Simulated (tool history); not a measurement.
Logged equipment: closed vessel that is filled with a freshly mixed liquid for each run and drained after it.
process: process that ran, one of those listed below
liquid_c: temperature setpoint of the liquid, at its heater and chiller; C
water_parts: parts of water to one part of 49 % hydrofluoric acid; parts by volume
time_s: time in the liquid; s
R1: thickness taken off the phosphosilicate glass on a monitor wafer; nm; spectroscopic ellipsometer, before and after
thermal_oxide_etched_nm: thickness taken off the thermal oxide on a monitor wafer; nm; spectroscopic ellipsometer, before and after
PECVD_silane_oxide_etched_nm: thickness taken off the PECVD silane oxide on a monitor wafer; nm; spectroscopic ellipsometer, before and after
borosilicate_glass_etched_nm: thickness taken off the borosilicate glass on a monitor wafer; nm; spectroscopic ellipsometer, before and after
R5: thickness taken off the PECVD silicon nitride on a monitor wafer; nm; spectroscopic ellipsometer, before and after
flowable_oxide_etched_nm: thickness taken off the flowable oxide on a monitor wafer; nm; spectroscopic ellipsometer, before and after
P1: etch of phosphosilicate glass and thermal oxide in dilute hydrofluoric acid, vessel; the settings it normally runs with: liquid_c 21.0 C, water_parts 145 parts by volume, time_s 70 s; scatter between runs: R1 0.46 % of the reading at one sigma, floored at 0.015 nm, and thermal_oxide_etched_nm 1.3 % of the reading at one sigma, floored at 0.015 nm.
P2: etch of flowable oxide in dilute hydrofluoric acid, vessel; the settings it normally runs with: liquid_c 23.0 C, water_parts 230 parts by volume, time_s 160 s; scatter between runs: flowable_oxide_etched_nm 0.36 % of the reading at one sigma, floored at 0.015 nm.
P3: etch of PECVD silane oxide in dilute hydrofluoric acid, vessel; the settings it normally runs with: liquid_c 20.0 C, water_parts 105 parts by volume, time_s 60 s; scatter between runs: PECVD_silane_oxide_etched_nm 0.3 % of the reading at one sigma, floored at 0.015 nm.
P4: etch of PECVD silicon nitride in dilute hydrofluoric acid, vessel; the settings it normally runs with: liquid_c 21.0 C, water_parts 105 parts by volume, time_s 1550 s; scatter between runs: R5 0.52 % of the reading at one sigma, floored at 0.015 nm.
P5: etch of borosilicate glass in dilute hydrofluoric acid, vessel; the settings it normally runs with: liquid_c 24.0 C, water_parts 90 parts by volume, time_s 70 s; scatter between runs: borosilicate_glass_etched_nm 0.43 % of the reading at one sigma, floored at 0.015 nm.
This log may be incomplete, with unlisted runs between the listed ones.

run 1 hour=4.2 | process=P1 liquid_c=21.0 water_parts=145 time_s=70 | R1=51.580 thermal_oxide_etched_nm=1.9218
run 2 hour=9.4 | process=P1 liquid_c=21.0 water_parts=145 time_s=70 | R1=51.308 thermal_oxide_etched_nm=1.8860
run 3 hour=14.6 | process=P3 liquid_c=20.0 water_parts=105 time_s=60 | PECVD_silane_oxide_etched_nm=24.194
run 4 hour=19.9 | process=P3 liquid_c=17.0 water_parts=105 time_s=60 | PECVD_silane_oxide_etched_nm=21.364
run 5 hour=22.6 | process=P5 liquid_c=24.0 water_parts=90 time_s=30 | borosilicate_glass_etched_nm=13.634
run 6 hour=27.5 | process=P1 liquid_c=25.5 water_parts=145 time_s=70 | R1=61.677 thermal_oxide_etched_nm=2.2018
run 7 hour=31.0 | process=P1 liquid_c=21.0 water_parts=145 time_s=105 | R1=77.704 thermal_oxide_etched_nm=2.8287
run 8 hour=34.4 | process=P4 liquid_c=17.0 water_parts=105 time_s=1550 | R5=17.5520
run 9 hour=39.1 | process=P5 liquid_c=24.0 water_parts=90 time_s=70 | borosilicate_glass_etched_nm=32.018
run 10 hour=44.5 | process=P1 liquid_c=21.0 water_parts=145 time_s=30 | R1=22.206 thermal_oxide_etched_nm=0.8108
run 11 hour=48.6 | process=P4 liquid_c=21.0 water_parts=105 time_s=1550 | R5=23.0270
run 12 hour=53.6 | process=P5 liquid_c=20.0 water_parts=90 time_s=70 | borosilicate_glass_etched_nm=26.908
run 13 hour=58.6 | process=P4 liquid_c=21.0 water_parts=105 time_s=95 | R5=1.4308
run 14 hour=64.0 | process=P1 liquid_c=21.0 water_parts=200 time_s=70 | R1=35.343 thermal_oxide_etched_nm=1.3010
run 15 hour=68.6 | process=P4 liquid_c=21.0 water_parts=40 time_s=1550 | R5=58.8410
run 16 hour=71.0 | process=P1 liquid_c=26.0 water_parts=145 time_s=35 | R1=31.571 thermal_oxide_etched_nm=1.1875
run 17 hour=74.7 | process=P3 liquid_c=20.0 water_parts=105 time_s=60 | PECVD_silane_oxide_etched_nm=24.275
run 18 hour=77.7 | process=P1 liquid_c=21.0 water_parts=145 time_s=70 | R1=51.499 thermal_oxide_etched_nm=1.9354
run 19 hour=80.5 | process=P1 liquid_c=21.0 water_parts=35 time_s=70 | R1=242.920 thermal_oxide_etched_nm=8.8220
run 20 hour=83.9 | process=P2 liquid_c=23.0 water_parts=230 time_s=160 | flowable_oxide_etched_nm=22.949
run 21 hour=87.9 | process=P1 liquid_c=17.0 water_parts=145 time_s=70 | R1=44.103 thermal_oxide_etched_nm=1.6563
run 22 hour=93.0 | process=P3 liquid_c=20.0 water_parts=180 time_s=60 | PECVD_silane_oxide_etched_nm=13.098
run 23 hour=96.9 | process=P5 liquid_c=24.0 water_parts=135 time_s=70 | borosilicate_glass_etched_nm=20.051
run 24 hour=100.0 | process=P1 liquid_c=21.0 water_parts=95 time_s=30 | R1=35.530 thermal_oxide_etched_nm=1.2938
run 25 hour=103.7 | process=P3 liquid_c=20.0 water_parts=105 time_s=95 | PECVD_silane_oxide_etched_nm=38.697
-- hour=104.2 thermometer replaced
run 26 hour=107.5 | process=P2 liquid_c=23.0 water_parts=230 time_s=70 | flowable_oxide_etched_nm=10.048
run 27 hour=111.8 | process=P1 liquid_c=21.0 water_parts=145 time_s=70 | R1=51.390 thermal_oxide_etched_nm=1.9131
run 28 hour=116.2 | process=P2 liquid_c=17.0 water_parts=230 time_s=160 | flowable_oxide_etched_nm=18.230
run 29 hour=120.6 | process=P2 liquid_c=23.0 water_parts=230 time_s=160 | flowable_oxide_etched_nm=23.117
run 30 hour=125.8 | process=P2 liquid_c=23.0 water_parts=65 time_s=160 | flowable_oxide_etched_nm=97.895
run 31 hour=129.0 | process=P4 liquid_c=21.0 water_parts=105 time_s=1550 | R5=23.0980
run 32 hour=133.5 | process=P1 liquid_c=21.0 water_parts=145 time_s=70 | R1=51.434 thermal_oxide_etched_nm=1.9167
run 33 hour=137.7 | process=P1 liquid_c=21.0 water_parts=145 time_s=70 | R1=49.243 thermal_oxide_etched_nm=1.8411
run 34 hour=140.8 | process=P1 liquid_c=21.0 water_parts=145 time_s=70 | R1=48.791 thermal_oxide_etched_nm=1.7759
run 35 hour=144.4 | process=P1 liquid_c=21.0 water_parts=145 time_s=70 | R1=47.892 thermal_oxide_etched_nm=1.7914
run 36 hour=147.3 | process=P1 liquid_c=21.0 water_parts=145 time_s=70 | R1=47.636 thermal_oxide_etched_nm=1.7631
run 37 hour=151.1 | process=P1 liquid_c=21.0 water_parts=145 time_s=70 | R1=47.133 thermal_oxide_etched_nm=1.7196
run 38 hour=154.6 | process=P1 liquid_c=21.0 water_parts=145 time_s=70 | R1=47.412 thermal_oxide_etched_nm=1.7103
run 39 hour=158.4 | process=P1 liquid_c=21.0 water_parts=145 time_s=70 | R1=47.045 thermal_oxide_etched_nm=1.7487
run 40 hour=161.7 | process=P1 liquid_c=21.0 water_parts=145 time_s=70 | R1=47.186 thermal_oxide_etched_nm=1.7350

Something has made what P1 gives creep away from where it was; the 2 causes below, each at its own stated size, fit the log equally well:
A: hydrofluoric acid flow below the setpoint (%) = 7.45
B: liquid colder than its thermometer reads (K) = 2.25
The drift started at roughly hour 133.5.

Listed below are the offered check runs, one wafer per run, with question marks in place of results. For which of them would the causes give clearly different outcomes?
run check 1 hour=165.0 | process=P3 liquid_c=20.0 water_parts=165 time_s=60 | PECVD_silane_oxide_etched_nm=?
run check 2 hour=165.0 | process=P5 liquid_c=24.0 water_parts=130 time_s=70 | borosilicate_glass_etched_nm=?
run check 3 hour=165.0 | process=P4 liquid_c=21.0 water_parts=55 time_s=640 | R5=?
run check 4 hour=165.0 | process=P2 liquid_c=18.5 water_parts=230 time_s=160 | flowable_oxide_etched_nm=?

Outcome of each check run for each possible cause:
check=check_1 result=PECVD_silane_oxide_etched_nm if_A=13.227 if_B=13.242
check=check_2 result=borosilicate_glass_etched_nm if_A=19.149 if_B=19.176
check=check_3 result=R5 if_A=16.5930 if_B=15.3080
check=check_4 result=flowable_oxide_etched_nm if_A=17.673 if_B=17.785
Minimum pairwise separation of causes per check, each pair taken at its best-separating result: check 1 0.11 %; check 2 0.14 %; check 3 8.06 %; check 4 0.63 %
Check 3 tells the causes apart: in the others they would give nearly the same result.

Check 3 has now been run. It gave: R5 16.6330 nm. Which of the candidate causes is it?

A is the cause: hydrofluoric acid flow below the setpoint (%).
